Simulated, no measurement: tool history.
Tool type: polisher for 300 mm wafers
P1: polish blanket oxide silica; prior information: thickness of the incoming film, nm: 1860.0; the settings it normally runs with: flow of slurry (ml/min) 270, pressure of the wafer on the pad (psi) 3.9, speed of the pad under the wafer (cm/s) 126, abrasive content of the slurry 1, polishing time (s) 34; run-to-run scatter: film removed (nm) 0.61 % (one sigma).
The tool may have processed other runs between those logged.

run,day,flow of slurry (ml/min),pressure of the wafer on the pad (psi),speed of the pad under the wafer (cm/s),abrasive content of the slurry,polishing time (s),wafers polished on this pad,hours since the slurry nozzle was cleaned,hours since the head pressure was calibrated,hours since the slurry blender was calibrated,hours since the conditioning disc was replaced,film removed (nm)
1,0.421,270,3.9,126,1,34,467,198.5,224.8,80.4,124.3,97.306
2,0.8,270,1.8,126,1,34,597,207.6,233.9,89.5,133.4,45.932
3,1.538,270,3.9,126,0.5,34,851,225.3,251.6,107.2,151.1,67.282
4,2.129,380,3.9,62,1,34,1054,239.5,265.8,121.4,165.3,57.067
5,2.633,270,3.9,126,1,34,1227,251.6,277.9,133.5,177.4,99.098
6,2.996,270,3.9,126,1,34,1352,260.3,286.6,142.2,186.1,98.822
# day 3.354: worn pad replaced by a new one
7,3.746,270,3.9,126,1,34,135,278.3,304.6,160.2,204.1,97.829
# day 3.792: head pressure recalibrated
8,4.279,270,3.9,126,1,52,318,291.1,11.7,173,216.9,151.29
9,4.725,270,3.9,126,1,34,472,301.8,22.4,183.7,227.6,99.142
10,5.154,165,3.9,126,1,34,619,312.1,32.7,194,237.9,91.525
11,5.817,270,3.9,56,1,34,847,328,48.6,209.9,253.8,51.409
12,6.608,270,3.9,198,1,34,1119,347,67.6,228.9,272.8,139.84
13,7.246,270,3.9,126,1.45,34,1338,362.3,82.9,244.2,288.1,115.54
14,7.875,270,3.9,126,1,15,1554,377.4,98,259.3,303.2,43.279
15,8.438,270,5.4,126,1,34,1747,390.9,111.5,272.8,316.7,136.12
16,9.112,355,3.9,126,1,34,1979,407.1,127.7,289,332.9,101.93
17,9.692,270,3.9,126,1,34,2178,421,141.6,302.9,346.8,99.173
18,10.079,270,3.9,126,1,34,2311,430.3,150.9,312.2,356.1,95.934
19,10.8,270,3.9,126,1,34,2559,447.6,168.2,329.5,373.4,93.694
20,11.171,270,3.9,126,1,34,2687,456.5,177.1,338.4,382.3,93.786
21,11.779,270,3.9,126,1,34,2896,471.1,191.7,353,396.9,93.599
22,12.575,270,3.9,126,1,34,3169,490.2,210.8,372.1,416,92.877
# day 13.004: slurry nozzle cleaned
23,13.388,270,3.9,126,1,34,3448,9.2,230.3,391.6,435.5,91.402
# day 13.471: worn pad replaced by a new one
# day 13.55: conditioning disc replaced and pad reconditioned
24,14.146,270,3.9,126,1,34,232,27.4,248.5,409.8,14.4,90.493
25,14.621,270,3.9,126,1,34,395,38.8,259.9,421.2,25.8,91.179
26,15.308,270,3.9,126,1,34,631,55.3,276.4,437.7,42.3,91.002

Compared with where it was, what P1 gives has crept away. Each cause listed below fits the log as well as the rest, at the size given for it:
A: abrasive missing from the slurry, % = 14.2
B: head's pressure below its setpoint, % = 6.98
Creep in the process output first set in at about day 9.692.
Why every other cause is out:
removal rate lost through wear of the pad, %: serviced at day 13.471, after the drift had started, without restoring the earlier output
slurry flow missing at the pad, %: serviced at day 13.004, after the drift had started, without restoring the earlier output
time polished since the conditioner stopped cutting, s: serviced at day 13.55, after the drift had started, without restoring the earlier output

4 check runs are offered, each on 3 wafers whose results are averaged, their results left as question marks. Which one tells the causes apart?
check 1,15.996,270,5.1,68,1,34,,,,,,?
check 2,15.996,200,5.3,126,1,34,,,,,,?
check 3,15.996,270,3.9,192,1,16,,,,,,?
check 4,15.996,270,3.9,168,0.5,34,,,,,,?

What each check would give under each cause:
check,result,if A,if B
check 1,film removed (nm),73.085,73.098
check 2,film removed (nm),120.2,120.22
check 3,film removed (nm),60.339,60.35
check 4,film removed (nm),77.195,79.234
Per-check spread between the two closest causes, in the result where they differ most: check 1 0.02 %; check 2 0.02 %; check 3 0.02 %; check 4 2.61 %
The other checks would show nearly matching results whichever cause is true, so check 4 is the only one that separates the causes.

Check 4 was carried out, with these results: film removed (nm) 79.324. Which of the listed causes is responsible?

The cause is B: head's pressure below its setpoint, %.

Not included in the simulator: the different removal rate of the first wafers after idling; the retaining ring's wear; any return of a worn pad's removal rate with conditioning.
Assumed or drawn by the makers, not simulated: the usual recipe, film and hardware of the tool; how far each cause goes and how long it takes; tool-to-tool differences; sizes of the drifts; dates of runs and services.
